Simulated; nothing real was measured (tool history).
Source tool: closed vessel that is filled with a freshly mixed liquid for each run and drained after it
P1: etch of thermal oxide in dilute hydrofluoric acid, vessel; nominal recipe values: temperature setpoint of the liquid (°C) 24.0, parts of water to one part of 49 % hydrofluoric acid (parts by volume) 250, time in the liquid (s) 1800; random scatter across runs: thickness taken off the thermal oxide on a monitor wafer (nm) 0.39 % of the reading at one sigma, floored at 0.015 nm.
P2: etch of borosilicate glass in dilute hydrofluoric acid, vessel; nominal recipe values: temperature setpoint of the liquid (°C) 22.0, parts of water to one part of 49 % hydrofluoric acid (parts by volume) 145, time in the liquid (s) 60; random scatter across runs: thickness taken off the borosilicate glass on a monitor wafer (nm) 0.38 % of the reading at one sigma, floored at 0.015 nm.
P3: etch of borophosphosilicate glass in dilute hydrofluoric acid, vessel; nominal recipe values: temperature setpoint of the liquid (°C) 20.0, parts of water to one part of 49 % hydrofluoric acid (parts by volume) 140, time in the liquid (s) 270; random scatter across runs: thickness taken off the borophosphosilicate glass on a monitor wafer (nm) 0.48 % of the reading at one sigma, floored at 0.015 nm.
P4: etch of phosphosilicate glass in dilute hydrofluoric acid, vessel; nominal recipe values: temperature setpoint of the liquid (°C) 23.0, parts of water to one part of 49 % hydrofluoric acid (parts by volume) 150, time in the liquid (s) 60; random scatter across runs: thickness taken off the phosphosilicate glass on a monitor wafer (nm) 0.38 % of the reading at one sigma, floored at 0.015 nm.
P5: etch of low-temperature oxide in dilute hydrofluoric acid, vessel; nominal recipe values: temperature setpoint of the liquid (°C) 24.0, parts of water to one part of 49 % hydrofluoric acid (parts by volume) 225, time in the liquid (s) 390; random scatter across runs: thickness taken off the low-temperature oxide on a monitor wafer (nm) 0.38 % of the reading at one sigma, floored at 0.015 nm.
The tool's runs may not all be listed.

run	day	process that ran	temperature setpoint of the liquid (°C)	parts of water to one part of 49 % hydrofluoric acid (parts by volume)	time in the liquid (s)	hours since the thermometer was replaced	hours since the hydrofluoric acid flow meter was replaced	thickness taken off the thermal oxide on a monitor wafer (nm)	thickness taken off the borosilicate glass on a monitor wafer (nm)	thickness taken off the low-temperature oxide on a monitor wafer (nm)	thickness taken off the borophosphosilicate glass on a monitor wafer (nm)	thickness taken off the phosphosilicate glass on a monitor wafer (nm)
1	0.329	P1	24.0	250	1800	1192.1	1048.1	29.032				
2	0.879	P2	22.0	250	60	1205.3	1061.3		6.7367			
3	1.258	P5	17.0	225	390	1214.4	1070.4			21.8220		
4	1.733	P5	24.0	325	390	1225.8	1081.8			17.8930		
5	2.162	P1	24.0	250	1800	1236.1	1092.1	29.084				
6	2.867	P1	24.0	445	1800	1253.0	1109.0	13.549				
7	3.338	P2	22.0	145	120	1264.3	1120.3		25.7890			
8	4.012	P2	26.0	145	60	1280.5	1136.5		15.1390			
9	4.446	P2	22.0	145	60	1290.9	1146.9		12.9840			
10	4.771	P3	27.5	140	270	1298.7	1154.7				54.0700	
11	5.162	P4	17.5	150	60	1308.1	1164.1					39.873
12	5.608	P1	20.0	400	1800	1318.8	1174.8	13.647				
13	6.308	P1	24.0	250	1800	1335.6	1191.6	28.918				
14	6.817	P1	29.5	250	1800	1347.8	1203.8	35.161				
15	7.450	P1	17.0	250	1800	1363.0	1219.0	22.212				
16	7.833	P1	24.0	250	1800	1372.2	1228.2	29.101				
17	8.179	P2	22.0	145	60	1380.5	1236.5		12.9300			
18	8.496	P5	24.0	225	390	1388.1	1244.1			28.3400		
19	9.150	P5	24.0	225	390	1403.8	1259.8			28.3700		
20	9.592	P4	23.0	150	30	1414.4	1270.4					24.821
21	10.033	P5	24.0	225	40	1425.0	1281.0			2.9017		
22	10.612	P4	23.0	150	60	1438.9	1294.9					49.188
23	10.988	P1	19.5	250	2765	1447.9	1303.9	38.151				
24	11.475	P1	24.0	250	3185	1459.6	1315.6	51.326				
25	12.125	P1	24.0	250	665	1475.2	1331.2	10.686				
26	12.592	P3	20.0	140	270	1486.4	1342.4				40.7500	
27	13.025	P3	20.0	140	60	1496.8	1352.8				8.9565	
28	13.742	P1	28.5	65	1800	1514.0	1370.0	165.820				
29	14.192	P4	23.0	150	60	1524.8	1380.8					49.439
30	14.712	P1	24.0	250	1800	1537.3	1393.3	29.137				
31	15.404	P1	24.0	250	1800	1553.9	1409.9	28.881				
32	15.858	P1	24.0	250	1800	1564.8	1420.8	29.065				
33	16.512	P3	20.0	250	270	1580.5	1436.5				20.4560	
34	16.896	P4	23.0	30	60	1589.7	1445.7					283.700
35	17.354	P1	24.0	95	1800	1600.7	1456.7	90.780				
36	17.871	P1	24.0	250	1800	1613.1	1469.1	29.112				
37	18.225	P1	24.0	250	1800	1621.6	1477.6	29.452				
38	18.829	P1	24.0	250	1800	1636.1	1492.1	30.281				
39	19.488	P1	24.0	250	1800	1651.9	1507.9	30.610				
40	20.050	P1	24.0	250	1800	1665.4	1521.4	31.092				
41	20.367	P1	24.0	250	1800	1673.0	1529.0	30.998				
42	20.817	P1	24.0	250	1800	1683.8	1539.8	31.298				
43	21.292	P1	24.0	250	1800	1695.2	1551.2	31.505				
44	21.700	P1	24.0	250	1800	1705.0	1561.0	31.306				
45	22.375	P1	24.0	250	1800	1721.2	1577.2	31.451				
46	22.721	P1	24.0	250	1800	1729.5	1585.5	31.571				
47	23.279	P1	24.0	250	1800	1742.9	1598.9	31.381				

The log shows P1 creeping away from where it was. Any of the 2 causes listed here, at the size stated for it, fits the log just as well as the others:
A: liquid hotter than its thermometer reads (K) = 2.26
B: hydrofluoric acid flow above the setpoint (%) = 6.6
The gradual shift began around day 17.871.

Below are 4 check runs, each on a single wafer, with their results shown as question marks. Which of them would tell the listed causes apart, meaning the causes would give clearly different results under it?
check 1	23.838	P5	18.0	300	390					?		
check 2	23.838	P2	22.0	205	90				?			
check 3	23.838	P4	18.0	35	60							?
check 4	23.838	P3	27.5	140	65						?	

Predicted outcomes, by check and by cause:
check	result	if A	if B
check 1	thickness taken off the low-temperature oxide on a monitor wafer (nm)	17.3020	17.2410
check 2	thickness taken off the borosilicate glass on a monitor wafer (nm)	14.0050	13.9060
check 3	thickness taken off the phosphosilicate glass on a monitor wafer (nm)	216.650	210.000
check 4	thickness taken off the borophosphosilicate glass on a monitor wafer (nm)	14.2100	14.0940
Gap, in per cent, between the two causes that each check separates least, read from the result that separates them most: check 1 0.35 %; check 2 0.71 %; check 3 3.12 %; check 4 0.82 %
Check 3 tells the causes apart: in the others they would give nearly the same result.

The results of check 3 are: thickness taken off the phosphosilicate glass on a monitor wafer (nm) 216.020. Based on these, which of the listed causes is it?

It was cause A: liquid hotter than its thermometer reads (K).
